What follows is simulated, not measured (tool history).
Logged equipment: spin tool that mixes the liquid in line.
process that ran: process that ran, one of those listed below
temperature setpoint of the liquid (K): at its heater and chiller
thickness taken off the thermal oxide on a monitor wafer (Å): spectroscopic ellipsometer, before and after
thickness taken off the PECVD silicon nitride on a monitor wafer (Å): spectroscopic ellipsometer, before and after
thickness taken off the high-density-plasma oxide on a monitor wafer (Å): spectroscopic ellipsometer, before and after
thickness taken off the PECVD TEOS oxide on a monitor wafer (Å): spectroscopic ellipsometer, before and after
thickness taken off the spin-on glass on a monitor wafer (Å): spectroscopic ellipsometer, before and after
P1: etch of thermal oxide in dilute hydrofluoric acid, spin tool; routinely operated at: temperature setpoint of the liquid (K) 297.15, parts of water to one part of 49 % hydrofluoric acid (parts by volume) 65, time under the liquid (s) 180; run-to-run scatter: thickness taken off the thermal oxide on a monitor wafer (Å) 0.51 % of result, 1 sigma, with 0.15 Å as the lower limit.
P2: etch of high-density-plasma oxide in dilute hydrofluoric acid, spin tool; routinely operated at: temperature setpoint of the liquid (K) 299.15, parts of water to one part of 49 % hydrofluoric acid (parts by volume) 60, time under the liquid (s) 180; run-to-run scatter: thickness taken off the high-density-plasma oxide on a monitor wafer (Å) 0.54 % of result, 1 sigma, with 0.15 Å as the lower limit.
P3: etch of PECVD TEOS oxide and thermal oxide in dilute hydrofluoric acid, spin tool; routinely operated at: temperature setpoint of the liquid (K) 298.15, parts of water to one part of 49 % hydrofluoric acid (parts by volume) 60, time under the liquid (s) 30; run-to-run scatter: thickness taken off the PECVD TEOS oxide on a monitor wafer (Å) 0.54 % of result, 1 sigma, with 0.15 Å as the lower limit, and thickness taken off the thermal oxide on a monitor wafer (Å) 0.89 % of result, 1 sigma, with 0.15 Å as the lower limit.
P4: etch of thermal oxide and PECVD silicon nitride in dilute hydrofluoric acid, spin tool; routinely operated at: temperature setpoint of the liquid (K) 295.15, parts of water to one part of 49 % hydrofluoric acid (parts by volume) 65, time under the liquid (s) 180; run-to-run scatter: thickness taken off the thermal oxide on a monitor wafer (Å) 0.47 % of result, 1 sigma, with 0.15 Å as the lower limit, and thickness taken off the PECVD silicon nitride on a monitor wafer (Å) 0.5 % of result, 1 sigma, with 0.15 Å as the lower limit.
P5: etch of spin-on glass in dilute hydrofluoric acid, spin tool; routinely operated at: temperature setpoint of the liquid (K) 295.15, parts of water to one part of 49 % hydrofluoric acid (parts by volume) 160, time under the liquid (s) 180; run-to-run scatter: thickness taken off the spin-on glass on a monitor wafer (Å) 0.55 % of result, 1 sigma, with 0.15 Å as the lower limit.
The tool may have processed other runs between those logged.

run     day  process that ran  temperature setpoint of the liquid (K)  parts of water to one part of 49 % hydrofluoric acid (parts by volume)  time under the liquid (s)  hours since the thermometer was replaced  hours since the hydrofluoric acid flow meter was replaced  thickness taken off the thermal oxide on a monitor wafer (Å)  thickness taken off the PECVD silicon nitride on a monitor wafer (Å)  thickness taken off the high-density-plasma oxide on a monitor wafer (Å)  thickness taken off the PECVD TEOS oxide on a monitor wafer (Å)  thickness taken off the spin-on glass on a monitor wafer (Å)
  1   0.442                P1                                  297.15                                                                      65                        180                                     700.4                                                      710.1                                                        136.69
  2   1.025                P4                                  302.15                                                                      65                        180                                     714.4                                                      724.1                                                        177.26                                                                213.61
  3   1.562                P2                                  299.15                                                                      60                        305                                     727.3                                                        737                                                                                                                                                                                                        301.06
  4   2.233                P3                                  298.15                                                                      60                         30                                     743.4                                                      753.1                                                        26.388                                                                                                                                                                                                           66.104
  5   2.771                P5                                  295.15                                                                      75                        180                                     756.3                                                        766                                                                                                                                                                                                                                                                                                                                       869.79
  6   3.317                P1                                  293.15                                                                      65                        320                                     769.4                                                      779.1                                                        206.22
  7   3.746                P5                                  295.15                                                                     160                        180                                     779.7                                                      789.4                                                                                                                                                                                                                                                                                                                                       367.99
  8   4.312                P1                                  297.15                                                                      65                        180                                     793.3                                                        803                                                        136.22
  9   4.658                P1                                  297.15                                                                     115                        180                                     801.6                                                      811.3                                                        72.371
 10   5.304                P5                                  295.15                                                                     160                         15                                     817.1                                                      826.8                                                                                                                                                                                                                                                                                                                                       30.841
 11   5.762                P1                                  297.15                                                                      65                        180                                     828.1                                                      837.8                                                        135.62
 12   6.158                P5                                  299.15                                                                     160                        180                                     837.6                                                      847.3                                                                                                                                                                                                                                                                                                                                       426.86
 13   6.829                P1                                  293.15                                                                      65                        180                                     853.7                                                      863.4                                                        115.67
 14   7.608                P1                                  297.15                                                                      65                        180                                     872.4                                                      882.1                                                        136.19
 15   8.146                P1                                  297.15                                                                      20                        180                                     885.3                                                        895                                                        472.44
 16   8.562                P4                                  295.15                                                                      65                        180                                     895.3                                                        905                                                        133.57                                                                134.38
 17   9.029                P3                                  306.15                                                                      60                         30                                     906.5                                                      916.2                                                        36.075                                                                                                                                                                                                           89.578
 18   9.438                P3                                  298.15                                                                      90                         30                                     916.3                                                        926                                                         16.72                                                                                                                                                                                                           42.011
 19  10.029                P2                                  299.15                                                                      35                        180                                     930.5                                                      940.2                                                                                                                                                                                                         314.8
 20  10.679                P1                                  297.15                                                                      65                        100                                     946.1                                                      955.8                                                        76.963
 21  11.171                P2                                  290.65                                                                      60                        180                                     957.9                                                      967.6                                                                                                                                                                                                        125.99

Forecast run 22:
 22  11.829                P3                                  298.15                                                                      60                         55                                     973.7                                                      983.4                                                             ?                                                                                                                                                                                                                ?

thickness taken off the thermal oxide on a monitor wafer (Å): 48.462
thickness taken off the PECVD TEOS oxide on a monitor wafer (Å): 120.78

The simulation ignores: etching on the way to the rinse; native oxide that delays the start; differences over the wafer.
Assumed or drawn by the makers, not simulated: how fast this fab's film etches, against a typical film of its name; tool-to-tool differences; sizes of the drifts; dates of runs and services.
